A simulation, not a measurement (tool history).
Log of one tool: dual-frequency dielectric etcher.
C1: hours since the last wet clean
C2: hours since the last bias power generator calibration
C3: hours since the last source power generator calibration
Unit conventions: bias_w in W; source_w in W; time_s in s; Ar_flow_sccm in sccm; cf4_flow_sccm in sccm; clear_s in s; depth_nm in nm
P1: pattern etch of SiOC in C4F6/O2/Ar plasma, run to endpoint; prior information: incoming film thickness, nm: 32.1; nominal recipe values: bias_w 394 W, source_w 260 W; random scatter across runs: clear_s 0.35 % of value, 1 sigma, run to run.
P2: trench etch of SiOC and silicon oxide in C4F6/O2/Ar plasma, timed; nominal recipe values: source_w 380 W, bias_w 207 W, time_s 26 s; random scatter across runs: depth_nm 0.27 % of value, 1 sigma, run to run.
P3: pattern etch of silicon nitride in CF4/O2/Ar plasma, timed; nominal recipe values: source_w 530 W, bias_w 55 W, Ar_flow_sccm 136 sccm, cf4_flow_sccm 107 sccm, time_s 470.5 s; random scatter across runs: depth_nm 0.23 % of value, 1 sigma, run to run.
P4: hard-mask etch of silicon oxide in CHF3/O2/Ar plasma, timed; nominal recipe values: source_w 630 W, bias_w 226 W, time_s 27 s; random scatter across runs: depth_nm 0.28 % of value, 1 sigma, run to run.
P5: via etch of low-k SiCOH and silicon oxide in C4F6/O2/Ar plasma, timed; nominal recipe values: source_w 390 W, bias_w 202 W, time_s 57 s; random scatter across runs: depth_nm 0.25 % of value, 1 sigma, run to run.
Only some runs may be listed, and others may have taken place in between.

{"run": 1, "hour": 9.7, "process": "P1", "bias_w": 394, "source_w": 260, "C1": 90.4, "C2": 3027.4, "C3": 2747.8, "clear_s": 13.563}
{"run": 2, "hour": 17.6, "process": "P1", "bias_w": 245, "source_w": 260, "C1": 98.3, "C2": 3035.3, "C3": 2755.7, "clear_s": 16.073}
{"run": 3, "hour": 25.1, "process": "P5", "bias_w": 202, "source_w": 530, "time_s": 57, "C1": 105.8, "C2": 3042.8, "C3": 2763.2, "depth_nm": 182.94}
{"run": 4, "hour": 31.7, "process": "P1", "bias_w": 394, "source_w": 260, "C1": 112.4, "C2": 3049.4, "C3": 2769.8, "clear_s": 13.508}
{"run": 5, "hour": 37.3, "process": "P4", "bias_w": 305, "source_w": 630, "time_s": 27, "C1": 118, "C2": 3055, "C3": 2775.4, "depth_nm": 65.244}
{"run": 6, "hour": 45.9, "process": "P3", "bias_w": 55, "source_w": 530, "time_s": 470.5, "Ar_flow_sccm": 183, "cf4_flow_sccm": 107, "C1": 126.6, "C2": 3063.6, "C3": 2784, "depth_nm": 906.48}
{"run": 7, "hour": 55.5, "process": "P5", "bias_w": 202, "source_w": 390, "time_s": 57, "C1": 136.2, "C2": 3073.2, "C3": 2793.6, "depth_nm": 163.27}
{"run": 8, "hour": 64.7, "process": "P3", "bias_w": 55, "source_w": 530, "time_s": 470.5, "Ar_flow_sccm": 136, "cf4_flow_sccm": 107, "C1": 145.4, "C2": 3082.4, "C3": 2802.8, "depth_nm": 945.3}
{"run": 9, "hour": 74.2, "process": "P3", "bias_w": 55, "source_w": 330, "time_s": 470.5, "Ar_flow_sccm": 136, "cf4_flow_sccm": 107, "C1": 154.9, "C2": 3091.9, "C3": 2812.3, "depth_nm": 626.58}
{"run": 10, "hour": 81.7, "process": "P2", "bias_w": 292, "source_w": 380, "time_s": 26, "C1": 162.4, "C2": 3099.4, "C3": 2819.8, "depth_nm": 61.233}
{"run": 11, "hour": 88.4, "process": "P3", "bias_w": 55, "source_w": 530, "time_s": 271, "Ar_flow_sccm": 136, "cf4_flow_sccm": 107, "C1": 169.1, "C2": 3106.1, "C3": 2826.5, "depth_nm": 543.39}
{"run": 12, "hour": 94.1, "process": "P1", "bias_w": 278, "source_w": 350, "C1": 174.8, "C2": 3111.8, "C3": 2832.2, "clear_s": 13.651}
{"run": 13, "hour": 101.7, "process": "P3", "bias_w": 35, "source_w": 530, "time_s": 470.5, "Ar_flow_sccm": 136, "cf4_flow_sccm": 107, "C1": 182.4, "C2": 3119.4, "C3": 2839.8, "depth_nm": 792.55}
{"run": 14, "hour": 111.0, "process": "P3", "bias_w": 55, "source_w": 530, "time_s": 470.5, "Ar_flow_sccm": 136, "cf4_flow_sccm": 107, "C1": 191.7, "C2": 3128.7, "C3": 2849.1, "depth_nm": 944.75}
{"run": 15, "hour": 119.0, "process": "P1", "bias_w": 298, "source_w": 350, "C1": 199.7, "C2": 3136.7, "C3": 2857.1, "clear_s": 13.235}
{"run": 16, "hour": 126.5, "process": "P4", "bias_w": 226, "source_w": 880, "time_s": 27, "C1": 207.2, "C2": 3144.2, "C3": 2864.6, "depth_nm": 66.676}
{"run": 17, "hour": 134.4, "process": "P4", "bias_w": 226, "source_w": 630, "time_s": 15, "C1": 215.1, "C2": 3152.1, "C3": 2872.5, "depth_nm": 32.79}
{"run": 18, "hour": 141.6, "process": "P2", "bias_w": 207, "source_w": 380, "time_s": 26, "C1": 222.3, "C2": 3159.3, "C3": 2879.7, "depth_nm": 54.386}
{"run": 19, "hour": 150.2, "process": "P1", "bias_w": 394, "source_w": 260, "C1": 230.9, "C2": 3167.9, "C3": 2888.3, "clear_s": 13.521}
{"run": 20, "hour": 157.8, "process": "P1", "bias_w": 394, "source_w": 350, "C1": 238.5, "C2": 3175.5, "C3": 2895.9, "clear_s": 12.023}
{"run": 21, "hour": 165.3, "process": "P2", "bias_w": 207, "source_w": 380, "time_s": 26, "C1": 246, "C2": 3183, "C3": 2903.4, "depth_nm": 54.703}
{"run": 22, "hour": 174.7, "process": "P1", "bias_w": 394, "source_w": 260, "C1": 255.4, "C2": 3192.4, "C3": 2912.8, "clear_s": 13.546}
{"run": 23, "hour": 180.8, "process": "P3", "bias_w": 55, "source_w": 530, "time_s": 470.5, "Ar_flow_sccm": 136, "cf4_flow_sccm": 75, "C1": 261.5, "C2": 3198.5, "C3": 2918.9, "depth_nm": 897.71}
{"run": 24, "hour": 185.1, "process": "P1", "bias_w": 394, "source_w": 180, "C1": 265.8, "C2": 3202.8, "C3": 2923.2, "clear_s": 15.465}
{"run": 25, "hour": 192.0, "process": "P1", "bias_w": 491, "source_w": 260, "C1": 272.7, "C2": 3209.7, "C3": 2930.1, "clear_s": 12.421}
{"run": 26, "hour": 198.7, "process": "P4", "bias_w": 226, "source_w": 630, "time_s": 27, "C1": 279.4, "C2": 3216.4, "C3": 2936.8, "depth_nm": 58.964}
{"run": 27, "hour": 204.1, "process": "P5", "bias_w": 285, "source_w": 390, "time_s": 57, "C1": 284.8, "C2": 3221.8, "C3": 2942.2, "depth_nm": 181.98}
{"run": 28, "hour": 213.8, "process": "P4", "bias_w": 226, "source_w": 630, "time_s": 27, "C1": 294.5, "C2": 3231.5, "C3": 2951.9, "depth_nm": 58.827}
{"run": 29, "hour": 218.3, "process": "P1", "bias_w": 264, "source_w": 210, "C1": 299, "C2": 3236, "C3": 2956.4, "clear_s": 16.882}
{"run": 30, "hour": 223.4, "process": "P2", "bias_w": 207, "source_w": 210, "time_s": 26, "C1": 304.1, "C2": 3241.1, "C3": 2961.5, "depth_nm": 43.433}
{"run": 31, "hour": 229.7, "process": "P5", "bias_w": 202, "source_w": 390, "time_s": 57, "C1": 310.4, "C2": 3247.4, "C3": 2967.8, "depth_nm": 162.67}
{"run": 32, "hour": 238.9, "process": "P5", "bias_w": 202, "source_w": 390, "time_s": 71.5, "C1": 319.6, "C2": 3256.6, "C3": 2977, "depth_nm": 204.43}
{"run": 33, "hour": 245.0, "process": "P2", "bias_w": 207, "source_w": 380, "time_s": 16.5, "C1": 325.7, "C2": 3262.7, "C3": 2983.1, "depth_nm": 34.535}
{"run": 34, "hour": 254.2, "process": "P1", "bias_w": 394, "source_w": 260, "C1": 334.9, "C2": 3271.9, "C3": 2992.3, "clear_s": 13.507}
{"run": 35, "hour": 260.8, "process": "P1", "bias_w": 394, "source_w": 260, "C1": 341.5, "C2": 3278.5, "C3": 2998.9, "clear_s": 13.537}
{"run": 36, "hour": 268.3, "process": "P1", "bias_w": 394, "source_w": 260, "C1": 349, "C2": 3286, "C3": 3006.4, "clear_s": 13.617}
{"run": 37, "hour": 276.2, "process": "P1", "bias_w": 394, "source_w": 260, "C1": 356.9, "C2": 3293.9, "C3": 3014.3, "clear_s": 13.705}
{"run": 38, "hour": 282.6, "process": "P1", "bias_w": 394, "source_w": 260, "C1": 363.3, "C2": 3300.3, "C3": 3020.7, "clear_s": 13.723}
{"hour": 286.4, "done": "wet clean of the chamber"}
{"run": 39, "hour": 289.4, "process": "P1", "bias_w": 394, "source_w": 260, "C1": 3.1, "C2": 3307.1, "C3": 3027.5, "clear_s": 13.746}
{"run": 40, "hour": 299.1, "process": "P1", "bias_w": 394, "source_w": 260, "C1": 12.8, "C2": 3316.8, "C3": 3037.2, "clear_s": 13.744}
{"run": 41, "hour": 305.1, "process": "P1", "bias_w": 394, "source_w": 260, "C1": 18.8, "C2": 3322.8, "C3": 3043.2, "clear_s": 13.817}
{"run": 42, "hour": 310.8, "process": "P1", "bias_w": 394, "source_w": 260, "C1": 24.5, "C2": 3328.5, "C3": 3048.9, "clear_s": 13.746}
{"run": 43, "hour": 315.5, "process": "P1", "bias_w": 394, "source_w": 260, "C1": 29.2, "C2": 3333.2, "C3": 3053.6, "clear_s": 13.782}
{"run": 44, "hour": 320.0, "process": "P1", "bias_w": 394, "source_w": 260, "C1": 33.7, "C2": 3337.7, "C3": 3058.1, "clear_s": 13.81}
{"run": 45, "hour": 325.9, "process": "P1", "bias_w": 394, "source_w": 260, "C1": 39.6, "C2": 3343.6, "C3": 3064, "clear_s": 13.747}

Something has made what P1 gives creep away from where it was; the 2 causes below, each at its own stated size, fit the log equally well:
A: bias power that arrives under what is set, % = 4.69
B: source power that arrives under what is set, % = 4.65
The creep began at about hour 254.2.
Every other cause this tool's parts could produce, and why it does not fit the log:
chamber walls in a state that lowers the etch rate, %: its service at hour 286.4 followed the start of the drift and did not put the process back to its old value

The check runs listed below each take one wafer, and their results are still question marks. Under which run would the listed causes lead to clearly different results?
{"run": "check 1", "hour": 331.8, "process": "P2", "bias_w": 286, "source_w": 380, "time_s": 26, "depth_nm": "?"}
{"run": "check 2", "hour": 331.8, "process": "P3", "bias_w": 38, "source_w": 530, "time_s": 470.5, "Ar_flow_sccm": 161, "cf4_flow_sccm": 107, "depth_nm": "?"}
{"run": "check 3", "hour": 331.8, "process": "P5", "bias_w": 202, "source_w": 520, "time_s": 57, "depth_nm": "?"}
{"run": "check 4", "hour": 331.8, "process": "P4", "bias_w": 226, "source_w": 830, "time_s": 15, "depth_nm": "?"}

If the cause were each of the candidates in turn, the checks would give the following:
check=check_1 result=depth_nm if_A=59.802 if_B=59.719
check=check_2 result=depth_nm if_A=784.68 if_B=766.28
check=check_3 result=depth_nm if_A=178.97 if_B=178.37
check=check_4 result=depth_nm if_A=35.571 if_B=35.512
Per-check spread between the two closest causes, in the result where they differ most: check 1 0.14 %; check 2 2.37 %; check 3 0.33 %; check 4 0.16 %
Check 2 is the one run that separates the causes; every other check would come out nearly the same whichever cause is at work.

Check 2 has now been run. It gave: depth_nm 763.29 nm. Which of the candidate causes is it?

Of the candidate causes, it is B: source power that arrives under what is set, %.
